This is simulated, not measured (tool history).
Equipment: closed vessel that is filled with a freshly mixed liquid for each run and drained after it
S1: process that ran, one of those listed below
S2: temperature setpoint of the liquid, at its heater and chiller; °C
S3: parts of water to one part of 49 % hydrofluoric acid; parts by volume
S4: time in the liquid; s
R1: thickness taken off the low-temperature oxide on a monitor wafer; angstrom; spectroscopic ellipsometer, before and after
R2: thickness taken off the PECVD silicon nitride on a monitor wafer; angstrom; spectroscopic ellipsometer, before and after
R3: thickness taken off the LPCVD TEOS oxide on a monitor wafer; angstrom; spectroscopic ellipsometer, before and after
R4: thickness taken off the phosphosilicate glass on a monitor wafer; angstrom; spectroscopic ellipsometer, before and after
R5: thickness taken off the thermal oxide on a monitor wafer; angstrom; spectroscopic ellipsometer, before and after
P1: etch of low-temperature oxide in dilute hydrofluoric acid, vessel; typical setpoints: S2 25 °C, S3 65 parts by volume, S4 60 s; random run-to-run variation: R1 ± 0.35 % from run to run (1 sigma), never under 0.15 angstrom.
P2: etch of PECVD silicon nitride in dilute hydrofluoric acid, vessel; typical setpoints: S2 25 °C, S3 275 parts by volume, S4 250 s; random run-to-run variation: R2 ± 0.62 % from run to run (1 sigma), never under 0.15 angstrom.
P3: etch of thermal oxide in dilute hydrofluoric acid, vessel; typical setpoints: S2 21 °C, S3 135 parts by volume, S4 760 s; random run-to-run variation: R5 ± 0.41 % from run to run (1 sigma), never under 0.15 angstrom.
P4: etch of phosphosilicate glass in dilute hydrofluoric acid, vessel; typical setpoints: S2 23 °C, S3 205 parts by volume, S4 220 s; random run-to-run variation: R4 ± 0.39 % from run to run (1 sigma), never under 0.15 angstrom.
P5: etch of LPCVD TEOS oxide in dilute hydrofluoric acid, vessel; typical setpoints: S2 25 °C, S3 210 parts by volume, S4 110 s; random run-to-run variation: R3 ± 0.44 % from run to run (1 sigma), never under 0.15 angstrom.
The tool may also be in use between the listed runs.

Run 1, hour 7.8: S1 P1, S2 25 °C, S3 65 parts by volume, S4 60 s. Result: R1 131.27 angstrom.
Run 2, hour 15.7: S1 P2, S2 25 °C, S3 275 parts by volume, S4 250 s. Result: R2 49.173 angstrom.
Run 3, hour 22: S1 P1, S2 25 °C, S3 65 parts by volume, S4 60 s. Result: R1 131.41 angstrom.
Run 4, hour 27.2: S1 P2, S2 25 °C, S3 275 parts by volume, S4 460 s. Result: R2 89.921 angstrom.
Run 5, hour 35.1: S1 P2, S2 18 °C, S3 275 parts by volume, S4 250 s. Result: R2 31.504 angstrom.
Run 6, hour 42.5: S1 P5, S2 25 °C, S3 210 parts by volume, S4 35 s. Result: R3 76.23 angstrom.
Run 7, hour 47.2: S1 P1, S2 33 °C, S3 65 parts by volume, S4 60 s. Result: R1 179.72 angstrom.
Run 8, hour 53.5: S1 P2, S2 25 °C, S3 135 parts by volume, S4 250 s. Result: R2 100.94 angstrom.
At hour 60.3: thermometer replaced.
Run 9, hour 60.6: S1 P5, S2 17.5 °C, S3 210 parts by volume, S4 110 s. Result: R3 181.55 angstrom.
Run 10, hour 64.4: S1 P4, S2 23 °C, S3 205 parts by volume, S4 220 s. Result: R4 549.35 angstrom.
Run 11, hour 69.4: S1 P3, S2 21 °C, S3 135 parts by volume, S4 45 s. Result: R5 13.598 angstrom.
Run 12, hour 77: S1 P1, S2 25 °C, S3 65 parts by volume, S4 100 s. Result: R1 219.45 angstrom.
Run 13, hour 83.2: S1 P4, S2 23 °C, S3 45 parts by volume, S4 220 s. Result: R4 3013.6 angstrom.
Run 14, hour 89.5: S1 P5, S2 25 °C, S3 360 parts by volume, S4 110 s. Result: R3 119.75 angstrom.
Run 15, hour 93.2: S1 P1, S2 25 °C, S3 65 parts by volume, S4 60 s. Result: R1 131.02 angstrom.
Run 16, hour 99: S1 P5, S2 25 °C, S3 210 parts by volume, S4 110 s. Result: R3 239.23 angstrom.
Run 17, hour 102.6: S1 P1, S2 25 °C, S3 65 parts by volume, S4 60 s. Result: R1 130.96 angstrom.
Run 18, hour 107.1: S1 P1, S2 25 °C, S3 110 parts by volume, S4 60 s. Result: R1 72.959 angstrom.
Run 19, hour 112: S1 P3, S2 21 °C, S3 135 parts by volume, S4 760 s. Result: R5 231.66 angstrom.
Run 20, hour 115.9: S1 P4, S2 23 °C, S3 205 parts by volume, S4 220 s. Result: R4 551.79 angstrom.
Run 21, hour 121.1: S1 P3, S2 21 °C, S3 210 parts by volume, S4 760 s. Result: R5 137.71 angstrom.
Run 22, hour 127.1: S1 P1, S2 25 °C, S3 65 parts by volume, S4 60 s. Result: R1 131.94 angstrom.
Run 23, hour 131.7: S1 P3, S2 17 °C, S3 135 parts by volume, S4 760 s. Result: R5 196.41 angstrom.
Run 24, hour 139.4: S1 P1, S2 25 °C, S3 65 parts by volume, S4 60 s. Result: R1 131.62 angstrom.
Run 25, hour 145.2: S1 P3, S2 21 °C, S3 135 parts by volume, S4 760 s. Result: R5 230.24 angstrom.
Run 26, hour 151.3: S1 P1, S2 18.5 °C, S3 65 parts by volume, S4 60 s. Result: R1 99.964 angstrom.
Run 27, hour 158.6: S1 P1, S2 25 °C, S3 65 parts by volume, S4 60 s. Result: R1 131.4 angstrom.
Run 28, hour 165.6: S1 P1, S2 18.5 °C, S3 20 parts by volume, S4 60 s. Result: R1 341.72 angstrom.
Run 29, hour 171.8: S1 P1, S2 25 °C, S3 25 parts by volume, S4 60 s. Result: R1 361.45 angstrom.
Run 30, hour 177.8: S1 P4, S2 23 °C, S3 205 parts by volume, S4 40 s. Result: R4 100.67 angstrom.
Run 31, hour 185.3: S1 P4, S2 18.5 °C, S3 205 parts by volume, S4 220 s. Result: R4 461.55 angstrom.
Run 32, hour 192.6: S1 P1, S2 25 °C, S3 65 parts by volume, S4 30 s. Result: R1 65.648 angstrom.
Run 33, hour 198.3: S1 P1, S2 25 °C, S3 65 parts by volume, S4 60 s. Result: R1 130.95 angstrom.
Run 34, hour 202.7: S1 P1, S2 25 °C, S3 65 parts by volume, S4 60 s. Result: R1 134.12 angstrom.
Run 35, hour 208.4: S1 P1, S2 25 °C, S3 65 parts by volume, S4 60 s. Result: R1 136.61 angstrom.
Run 36, hour 215.2: S1 P1, S2 25 °C, S3 65 parts by volume, S4 60 s. Result: R1 139.13 angstrom.
Run 37, hour 222.8: S1 P1, S2 25 °C, S3 65 parts by volume, S4 60 s. Result: R1 141.45 angstrom.
Run 38, hour 228.2: S1 P1, S2 25 °C, S3 65 parts by volume, S4 60 s. Result: R1 142.3 angstrom.
Run 39, hour 233.8: S1 P1, S2 25 °C, S3 65 parts by volume, S4 60 s. Result: R1 142.15 angstrom.
Run 40, hour 240.3: S1 P1, S2 25 °C, S3 65 parts by volume, S4 60 s. Result: R1 142.05 angstrom.
Run 41, hour 245.7: S1 P1, S2 25 °C, S3 65 parts by volume, S4 60 s. Result: R1 143.29 angstrom.
Run 42, hour 250.8: S1 P1, S2 25 °C, S3 65 parts by volume, S4 60 s. Result: R1 142.93 angstrom.
Run 43, hour 257: S1 P1, S2 25 °C, S3 65 parts by volume, S4 60 s. Result: R1 143.08 angstrom.
Run 44, hour 261.6: S1 P1, S2 25 °C, S3 65 parts by volume, S4 60 s. Result: R1 142.99 angstrom.

P1 no longer gives what it gave before; its output has crept away from where it was. The following 2 causes, each at its listed size, fit the log equally well:
A: liquid hotter than its thermometer reads (K) = 2.21
B: hydrofluoric acid flow above the setpoint (%) = 8.45
Creep in the process output first set in at about hour 198.3.

4 check runs are offered, one wafer each, their results left as question marks. Which one tells the causes apart?
Run check 1, hour 266.2: S1 P3, S2 18 °C, S3 200 parts by volume, S4 760 s. Result: R5 ?.
Run check 2, hour 266.2: S1 P2, S2 25 °C, S3 175 parts by volume, S4 445 s. Result: R2 ?.
Run check 3, hour 266.2: S1 P4, S2 23 °C, S3 105 parts by volume, S4 220 s. Result: R4 ?.
Run check 4, hour 266.2: S1 P5, S2 18 °C, S3 210 parts by volume, S4 110 s. Result: R3 ?.

If the cause were each of the candidates in turn, the checks would give the following:
  check  result    if A    if B
check 1      R5  141.29  142.66
check 2      R2  157.86  148.99
check 3      R4  1312.5  1317.5
check 4      R3  200.83  202.99
Per-check spread between the two closest causes, in the result where they differ most: check 1 0.97 %; check 2 5.78 %; check 3 0.38 %; check 4 1.07 %
Of the check runs offered, only check 2 discriminates between the causes; the rest would read about the same regardless of which cause applies.

After running check 2, the following was obtained: R2 149.45 angstrom. Which cause does this point to?

The correct cause is B, namely: hydrofluoric acid flow above the setpoint (%).

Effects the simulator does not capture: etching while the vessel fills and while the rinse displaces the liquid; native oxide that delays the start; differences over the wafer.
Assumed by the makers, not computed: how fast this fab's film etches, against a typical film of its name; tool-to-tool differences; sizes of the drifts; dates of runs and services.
